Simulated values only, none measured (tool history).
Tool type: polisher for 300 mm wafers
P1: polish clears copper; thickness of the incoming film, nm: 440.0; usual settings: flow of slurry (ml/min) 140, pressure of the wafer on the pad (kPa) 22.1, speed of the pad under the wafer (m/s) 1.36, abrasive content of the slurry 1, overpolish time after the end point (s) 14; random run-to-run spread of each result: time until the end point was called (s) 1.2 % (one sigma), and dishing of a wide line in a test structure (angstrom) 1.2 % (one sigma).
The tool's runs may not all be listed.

run,day,flow of slurry (ml/min),pressure of the wafer on the pad (kPa),speed of the pad under the wafer (m/s),abrasive content of the slurry,overpolish time after the end point (s),wafers polished on this pad,hours since the slurry nozzle was cleaned,hours since the head pressure was calibrated,hours since the slurry blender was calibrated,time until the end point was called (s),dishing of a wide line in a test structure (angstrom)
1,0.471,140,22.1,1.36,1,14,335,194.6,835.5,94.5,94.77,449.69
2,0.808,195,22.1,1.36,1,14,422,202.7,843.6,102.6,91.307,462.04
3,1.242,140,22.1,0.78,1,14,532,213.1,854,113,166.48,269.64
4,1.488,140,29,1.36,1,21,595,219,859.9,118.9,72.237,768.79
5,1.933,140,22.1,1.36,1,14,709,229.7,870.6,129.6,95.56,438.05
6,2.354,85,22.1,1.36,1,14,817,239.8,880.7,139.7,108.31,399.77
7,2.596,140,22.1,1.36,1,14,879,245.6,886.5,145.5,94.298,442.88
8,3.05,140,22.1,1.36,1,14,995,256.5,897.4,156.4,94.209,439.88
9,3.267,140,22.1,1.36,0.5,14,1051,261.7,902.6,161.6,108.28,386.73
10,3.675,140,22.1,1.36,1,5,1155,271.5,912.4,171.4,95.407,170.3
11,3.942,140,31.7,1.36,1,14,1223,277.9,918.8,177.8,65.592,606.55
12,4.275,140,22.1,1.36,1,14,1309,285.9,926.8,185.8,94.559,443.27
13,4.746,140,22.1,1.36,1,24,1429,297.2,938.1,197.1,95.156,681.48
14,5.167,140,22.1,2.1,1,14,1537,307.3,948.2,207.2,63.069,633.84
15,5.658,140,13.1,1.36,1,14,1663,319.1,960,219,162.82,275.08
16,6.108,140,22.1,1.36,1.25,14,1778,329.9,970.8,229.8,92.12,460.29
17,6.338,140,22.1,1.36,1,14,1837,335.4,976.3,235.3,94.454,436.12
18,6.742,140,22.1,1.36,1,14,1940,345.1,986,245,101.23,428.41
19,7.129,140,22.1,1.36,1,14,2039,354.4,995.3,254.3,101.91,410.08
# day 7.321: slurry blender recalibrated
20,7.55,140,22.1,1.36,1,14,2147,364.5,1005.4,5.5,103.77,400.24
21,7.879,140,22.1,1.36,1,14,2231,372.4,1013.3,13.4,106.99,406.02
# day 8.121: head pressure recalibrated
22,8.333,140,22.1,1.36,1,14,2347,383.3,5.1,24.3,105.97,403.41
23,8.6,140,22.1,1.36,1,14,2416,389.7,11.5,30.7,105.91,399.9
24,9.012,140,22.1,1.36,1,14,2521,399.6,21.4,40.6,107.89,401.03

P1 has crept away from where it was. The log is fitted equally well by each of these 2 causes, at the sizes shown:
A: slurry flow missing at the pad, % = 37.5
B: removal rate lost through wear of the pad, % = 10.2
The gradual shift began around day 6.338.
Each remaining cause and why it is not a fit:
head's pressure below its setpoint, %: serviced at day 8.121, which brought nothing back
abrasive missing from the slurry, %: serviced at day 7.321, which brought nothing back

The 4 check runs listed below each average the results of 2 wafers, and their outcomes are marked with question marks. Under which run would the listed causes produce clearly different results?
check 1,9.425,140,22.1,1.9,1,6,,,,,?,?
check 2,9.425,140,22.1,1.02,1,14,,,,,?,?
check 3,9.425,140,22.1,1.36,0.65,14,,,,,?,?
check 4,9.425,85,22.1,1.36,1,6,,,,,?,?

What each check would give under each cause:
check,result,if A,if B
check 1,time until the end point was called (s),76.062,76.045
check 1,dishing of a wide line in a test structure (angstrom),252.33,252.39
check 2,time until the end point was called (s),141.68,141.65
check 2,dishing of a wide line in a test structure (angstrom),310.18,310.25
check 3,time until the end point was called (s),116.26,116.23
check 3,dishing of a wide line in a test structure (angstrom),370.43,370.5
check 4,time until the end point was called (s),126.43,119.31
check 4,dishing of a wide line in a test structure (angstrom),156.43,165.31
How far apart the two closest causes lie, in the result that separates them most: check 1 0.02 %; check 2 0.02 %; check 3 0.02 %; check 4 5.79 %
Only in check 4 would the causes give clearly different results; in the remaining checks their results would be nearly the same.

Running check 4 produced the following: time until the end point was called (s) 119.43; dishing of a wide line in a test structure (angstrom) 164.32. Which one of the listed causes fits?

It is B: removal rate lost through wear of the pad, %.

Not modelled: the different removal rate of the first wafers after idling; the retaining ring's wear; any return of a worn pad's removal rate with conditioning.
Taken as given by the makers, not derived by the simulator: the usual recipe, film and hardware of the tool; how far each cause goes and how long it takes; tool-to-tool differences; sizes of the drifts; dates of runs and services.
